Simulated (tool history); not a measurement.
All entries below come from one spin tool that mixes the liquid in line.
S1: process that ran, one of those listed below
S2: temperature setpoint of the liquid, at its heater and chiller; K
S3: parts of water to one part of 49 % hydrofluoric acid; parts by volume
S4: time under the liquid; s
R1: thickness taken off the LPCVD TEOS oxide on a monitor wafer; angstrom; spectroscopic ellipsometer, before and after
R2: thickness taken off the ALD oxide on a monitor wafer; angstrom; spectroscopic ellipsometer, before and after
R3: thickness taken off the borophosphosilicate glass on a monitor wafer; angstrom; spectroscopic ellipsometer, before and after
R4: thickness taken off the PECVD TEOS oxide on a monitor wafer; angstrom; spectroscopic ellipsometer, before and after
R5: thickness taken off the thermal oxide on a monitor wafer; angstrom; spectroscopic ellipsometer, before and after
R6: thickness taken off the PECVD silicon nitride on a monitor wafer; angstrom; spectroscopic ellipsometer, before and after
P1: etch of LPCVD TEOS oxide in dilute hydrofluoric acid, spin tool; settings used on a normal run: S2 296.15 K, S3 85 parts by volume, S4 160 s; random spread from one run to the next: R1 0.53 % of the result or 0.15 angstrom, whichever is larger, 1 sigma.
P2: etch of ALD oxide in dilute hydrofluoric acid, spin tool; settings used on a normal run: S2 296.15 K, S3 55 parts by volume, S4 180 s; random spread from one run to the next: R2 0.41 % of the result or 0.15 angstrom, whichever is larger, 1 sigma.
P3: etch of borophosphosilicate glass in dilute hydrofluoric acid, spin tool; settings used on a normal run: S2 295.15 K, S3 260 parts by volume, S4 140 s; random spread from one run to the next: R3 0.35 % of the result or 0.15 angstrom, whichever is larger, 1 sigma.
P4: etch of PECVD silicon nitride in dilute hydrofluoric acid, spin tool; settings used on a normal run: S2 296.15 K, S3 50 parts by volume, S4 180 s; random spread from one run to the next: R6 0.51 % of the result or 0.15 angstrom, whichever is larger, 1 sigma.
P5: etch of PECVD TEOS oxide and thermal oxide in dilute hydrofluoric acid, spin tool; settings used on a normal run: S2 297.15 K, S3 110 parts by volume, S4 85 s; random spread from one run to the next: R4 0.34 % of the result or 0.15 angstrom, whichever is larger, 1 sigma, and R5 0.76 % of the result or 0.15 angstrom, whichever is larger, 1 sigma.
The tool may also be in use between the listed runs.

{"run": 1, "hour": 9.3, "S1": "P1", "S2": 296.15, "S3": 85, "S4": 160, "R1": 433.28}
{"run": 2, "hour": 19.5, "S1": "P1", "S2": 296.15, "S3": 85, "S4": 160, "R1": 432.77}
{"run": 3, "hour": 32.1, "S1": "P1", "S2": 290.65, "S3": 85, "S4": 235, "R1": 507.02}
{"run": 4, "hour": 48.8, "S1": "P1", "S2": 291.65, "S3": 85, "S4": 160, "R1": 364.87}
{"run": 5, "hour": 57.5, "S1": "P2", "S2": 302.65, "S3": 55, "S4": 180, "R2": 568.86}
{"run": 6, "hour": 73.4, "S1": "P1", "S2": 296.15, "S3": 85, "S4": 30, "R1": 81.862}
{"run": 7, "hour": 87.4, "S1": "P3", "S2": 295.15, "S3": 260, "S4": 140, "R3": 207.4}
{"run": 8, "hour": 96.6, "S1": "P3", "S2": 295.15, "S3": 260, "S4": 30, "R3": 44.254}
{"run": 9, "hour": 108.8, "S1": "P5", "S2": 297.15, "S3": 180, "S4": 85, "R4": 52.927, "R5": 20.909}
{"run": 10, "hour": 120.3, "S1": "P1", "S2": 296.15, "S3": 85, "S4": 160, "R1": 439.08}
{"run": 11, "hour": 130.2, "S1": "P1", "S2": 302.15, "S3": 30, "S4": 160, "R1": 1711.7}
{"run": 12, "hour": 143.1, "S1": "P4", "S2": 296.15, "S3": 30, "S4": 180, "R6": 128.78}
{"run": 13, "hour": 152.3, "S1": "P1", "S2": 303.15, "S3": 85, "S4": 160, "R1": 574.85}
{"run": 14, "hour": 170.7, "S1": "P1", "S2": 296.15, "S3": 85, "S4": 160, "R1": 432.44}
{"run": 15, "hour": 187.1, "S1": "P1", "S2": 296.15, "S3": 25, "S4": 160, "R1": 1597.4}
{"run": 16, "hour": 196.9, "S1": "P3", "S2": 295.15, "S3": 260, "S4": 140, "R3": 206.26}
{"run": 17, "hour": 214.9, "S1": "P3", "S2": 290.65, "S3": 260, "S4": 140, "R3": 174.93}
{"run": 18, "hour": 227.2, "S1": "P3", "S2": 295.15, "S3": 50, "S4": 140, "R3": 1354.5}
{"run": 19, "hour": 238.9, "S1": "P5", "S2": 297.15, "S3": 110, "S4": 85, "R4": 93.25, "R5": 37.459}
{"run": 20, "hour": 250.0, "S1": "P5", "S2": 292.65, "S3": 110, "S4": 85, "R4": 78.528, "R5": 31.476}
{"run": 21, "hour": 264.6, "S1": "P2", "S2": 296.15, "S3": 55, "S4": 180, "R2": 439.14}
{"run": 22, "hour": 272.8, "S1": "P1", "S2": 296.15, "S3": 85, "S4": 275, "R1": 757.13}

Run 23 is up next; what results do you expect?
{"hour": 279.7, "done": "hydrofluoric acid flow meter replaced"}
{"run": 23, "hour": 281.6, "S1": "P2", "S2": 296.15, "S3": 55, "S4": 300, "R2": "?"}

R2: 726.3 angstrom
